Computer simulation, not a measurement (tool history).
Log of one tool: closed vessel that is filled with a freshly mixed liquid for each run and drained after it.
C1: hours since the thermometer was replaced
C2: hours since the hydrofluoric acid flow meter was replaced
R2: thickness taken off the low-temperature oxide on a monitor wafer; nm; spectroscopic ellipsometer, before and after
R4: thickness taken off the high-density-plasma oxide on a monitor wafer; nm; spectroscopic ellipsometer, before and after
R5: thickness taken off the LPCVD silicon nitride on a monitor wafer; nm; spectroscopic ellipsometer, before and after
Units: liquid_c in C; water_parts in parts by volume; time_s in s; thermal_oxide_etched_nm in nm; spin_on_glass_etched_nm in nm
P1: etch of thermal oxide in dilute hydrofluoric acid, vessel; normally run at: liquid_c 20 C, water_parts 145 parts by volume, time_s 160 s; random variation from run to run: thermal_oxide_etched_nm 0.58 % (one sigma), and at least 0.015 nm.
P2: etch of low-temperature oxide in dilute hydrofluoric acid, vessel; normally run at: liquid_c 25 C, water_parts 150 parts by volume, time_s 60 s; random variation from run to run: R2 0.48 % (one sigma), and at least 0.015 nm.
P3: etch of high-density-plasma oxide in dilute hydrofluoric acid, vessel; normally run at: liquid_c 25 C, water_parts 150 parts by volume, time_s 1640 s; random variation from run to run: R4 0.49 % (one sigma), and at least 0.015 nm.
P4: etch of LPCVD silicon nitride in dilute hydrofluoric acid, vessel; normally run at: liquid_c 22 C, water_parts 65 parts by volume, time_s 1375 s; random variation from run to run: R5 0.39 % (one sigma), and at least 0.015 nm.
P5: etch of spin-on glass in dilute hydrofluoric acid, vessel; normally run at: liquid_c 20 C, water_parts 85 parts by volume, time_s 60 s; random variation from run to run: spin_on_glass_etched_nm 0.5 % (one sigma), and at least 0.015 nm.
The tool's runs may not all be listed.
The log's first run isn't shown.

Run 2, hour 7.3: process P1, liquid_c 24.5 C, water_parts 145 parts by volume, time_s 160 s; C1 1654.2; C2 1045.1. Result: thermal_oxide_etched_nm 5.1798 nm.
Run 3, hour 10.6: process P1, liquid_c 20 C, water_parts 85 parts by volume, time_s 160 s; C1 1657.5; C2 1048.4. Result: thermal_oxide_etched_nm 7.9078 nm.
Run 4, hour 15: process P2, liquid_c 25 C, water_parts 205 parts by volume, time_s 60 s; C1 1661.9; C2 1052.8. Result: R2 5.473 nm.
Run 5, hour 17.3: process P1, liquid_c 26 C, water_parts 145 parts by volume, time_s 35 s; C1 1664.2; C2 1055.1. Result: thermal_oxide_etched_nm 1.2191 nm.
Run 6, hour 19.6: process P5, liquid_c 20 C, water_parts 85 parts by volume, time_s 30 s; C1 1666.5; C2 1057.4. Result: spin_on_glass_etched_nm 19.138 nm.
Run 7, hour 22.2: process P2, liquid_c 25 C, water_parts 150 parts by volume, time_s 90 s; C1 1669.1; C2 1060. Result: R2 11.988 nm.
Run 8, hour 25.3: process P1, liquid_c 20 C, water_parts 145 parts by volume, time_s 160 s; C1 1672.2; C2 1063.1. Result: thermal_oxide_etched_nm 4.3622 nm.
Run 9, hour 29.6: process P3, liquid_c 25 C, water_parts 225 parts by volume, time_s 1640 s; C1 1676.5; C2 1067.4. Result: R4 33.315 nm.
Run 10, hour 32.9: process P1, liquid_c 20 C, water_parts 235 parts by volume, time_s 160 s; C1 1679.8; C2 1070.7. Result: thermal_oxide_etched_nm 2.4658 nm.
Run 11, hour 34.9: process P2, liquid_c 18 C, water_parts 150 parts by volume, time_s 60 s; C1 1681.8; C2 1072.7. Result: R2 6.0802 nm.
Run 12, hour 38.2: process P1, liquid_c 17 C, water_parts 215 parts by volume, time_s 160 s; C1 1685.1; C2 1076. Result: thermal_oxide_etched_nm 2.4538 nm.
Run 13, hour 40.5: process P4, liquid_c 22 C, water_parts 65 parts by volume, time_s 1375 s; C1 1687.4; C2 1078.3. Result: R5 8.6699 nm.
Run 14, hour 42.7: process P1, liquid_c 26 C, water_parts 230 parts by volume, time_s 160 s; C1 1689.6; C2 1080.5. Result: thermal_oxide_etched_nm 3.1422 nm.
Run 15, hour 45.4: process P1, liquid_c 17 C, water_parts 145 parts by volume, time_s 160 s; C1 1692.3; C2 1083.2. Result: thermal_oxide_etched_nm 3.8694 nm.
Run 16, hour 47.4: process P5, liquid_c 17 C, water_parts 85 parts by volume, time_s 60 s; C1 1694.3; C2 1085.2. Result: spin_on_glass_etched_nm 34.239 nm.
Run 17, hour 50.5: process P5, liquid_c 20 C, water_parts 25 parts by volume, time_s 60 s; C1 1697.4; C2 1088.3. Result: spin_on_glass_etched_nm 142.05 nm.
Run 18, hour 54.3: process P3, liquid_c 28.5 C, water_parts 150 parts by volume, time_s 1640 s; C1 1701.2; C2 1092.1. Result: R4 61.914 nm.
Run 19, hour 58.5: process P3, liquid_c 25 C, water_parts 150 parts by volume, time_s 1640 s; C1 1705.4; C2 1096.3. Result: R4 54.343 nm.
Run 20, hour 61.6: process P4, liquid_c 22 C, water_parts 65 parts by volume, time_s 285 s; C1 1708.5; C2 1099.4. Result: R5 1.8096 nm.
Run 21, hour 64.4: process P4, liquid_c 22 C, water_parts 110 parts by volume, time_s 1375 s; C1 1711.3; C2 1102.2. Result: R5 5.1504 nm.
Run 22, hour 67.1: process P1, liquid_c 20 C, water_parts 145 parts by volume, time_s 280 s; C1 1714; C2 1104.9. Result: thermal_oxide_etched_nm 7.5758 nm.
Run 23, hour 70.4: process P4, liquid_c 17 C, water_parts 65 parts by volume, time_s 1375 s; C1 1717.3; C2 1108.2. Result: R5 6.1091 nm.
Run 24, hour 74.7: process P2, liquid_c 25 C, water_parts 150 parts by volume, time_s 60 s; C1 1721.6; C2 1112.5. Result: R2 7.9856 nm.
Run 25, hour 78.3: process P5, liquid_c 20 C, water_parts 85 parts by volume, time_s 60 s; C1 1725.2; C2 1116.1. Result: spin_on_glass_etched_nm 38.712 nm.

Run 26 comes next. What will it give?
Run 26, hour 81.1: process P1, liquid_c 20 C, water_parts 145 parts by volume, time_s 160 s; C1 1728; C2 1118.9. Result: thermal_oxide_etched_nm ?.

thermal_oxide_etched_nm: 4.3672 nm
